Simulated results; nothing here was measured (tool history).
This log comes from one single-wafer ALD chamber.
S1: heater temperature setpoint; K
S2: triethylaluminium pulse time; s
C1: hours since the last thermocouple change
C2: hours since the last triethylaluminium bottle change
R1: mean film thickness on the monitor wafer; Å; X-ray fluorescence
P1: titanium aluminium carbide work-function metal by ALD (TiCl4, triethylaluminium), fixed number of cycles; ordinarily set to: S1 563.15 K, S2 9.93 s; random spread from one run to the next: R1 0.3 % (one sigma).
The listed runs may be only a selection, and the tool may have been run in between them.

| run | hour | S1 | S2 | C1 | C2 | R1 |
|---|---|---|---|---|---|---|
| 1 | 8.7 | 563.15 | 9.93 | 932.3 | 226.7 | 19.225 |
| 2 | 26.2 | 563.15 | 9.93 | 949.8 | 244.2 | 19.293 |
| 3 | 37.8 | 543.15 | 14.84 | 961.4 | 255.8 | 17.987 |
| 4 | 52.4 | 578.15 | 9.93 | 976 | 270.4 | 20.494 |
| 5 | 61.4 | 563.15 | 9.93 | 985 | 279.4 | 19.142 |
| 6 | 70.8 | 563.15 | 15.68 | 994.4 | 288.8 | 19.721 |
| 7 | 82.5 | 563.15 | 9.93 | 1006.1 | 300.5 | 19.21 |
| 8 | 99.1 | 563.15 | 9.93 | 1022.7 | 317.1 | 19.186 |
| 9 | 113.7 | 545.15 | 9.93 | 1037.3 | 331.7 | 17.732 |
| 10 | 122.5 | 563.15 | 4.05 | 1046.1 | 340.5 | 14.993 |
| 11 | 133.9 | 563.15 | 9.93 | 1057.5 | 351.9 | 19.241 |
| 12 | 144.4 | 563.15 | 9.93 | 1068 | 362.4 | 19.289 |
| 13 | 155.3 | 563.15 | 9.93 | 1078.9 | 373.3 | 19.157 |
| 14 | 164 | 563.15 | 9.93 | 1087.6 | 382 | 18.972 |
| 15 | 177.7 | 563.15 | 9.93 | 1101.3 | 395.7 | 18.984 |
| 16 | 187.1 | 563.15 | 9.93 | 1110.7 | 405.1 | 18.899 |
| 17 | 196.7 | 563.15 | 9.93 | 1120.3 | 414.7 | 18.927 |
| 18 | 205.1 | 563.15 | 9.93 | 1128.7 | 423.1 | 18.845 |
| 19 | 215.4 | 563.15 | 9.93 | 1139 | 433.4 | 18.756 |
| 20 | 229.6 | 563.15 | 9.93 | 1153.2 | 447.6 | 18.881 |
| 21 | 243.1 | 563.15 | 9.93 | 1166.7 | 461.1 | 18.812 |
| 22 | 252.1 | 563.15 | 9.93 | 1175.7 | 470.1 | 18.743 |
| 23 | 266.8 | 563.15 | 9.93 | 1190.4 | 484.8 | 18.71 |

Something has made what P1 gives creep away from where it was; the 2 causes below, each at its own stated size, fit the log equally well:
A: triethylaluminium dose below that of a fresh bottle (%) = 14.9
B: wafer temperature below the value expected at the setpoint (K) = 4.98
The process output started creeping at around hour 144.4.

Question marks stand in for the results of the 4 check runs listed below, each run on one wafer. Under which run would the listed causes show clearly different results?
| check 1 | 281.5 | 572.15 | 9.93 |  |  | ? |
| check 2 | 281.5 | 576.15 | 9.93 |  |  | ? |
| check 3 | 281.5 | 573.15 | 6.85 |  |  | ? |
| check 4 | 281.5 | 553.15 | 9.93 |  |  | ? |

If the cause were each of the candidates in turn, the checks would give the following:
| check | result | if A | if B |
|---|---|---|---|
| check 1 | R1 | 19.552 | 19.567 |
| check 2 | R1 | 19.893 | 19.915 |
| check 3 | R1 | 17.982 | 18.401 |
| check 4 | R1 | 17.946 | 17.932 |
Separation of the two closest causes in each check, using whichever result separates them best: check 1 0.08 %; check 2 0.11 %; check 3 2.3 %; check 4 0.08 %
Of the check runs offered, only check 3 discriminates between the causes; the rest would read about the same regardless of which cause applies.

With check 3 done, the readings were: R1 18.444 Å. Identify which of the listed causes applies.

B is the cause: wafer temperature below the value expected at the setpoint (K).
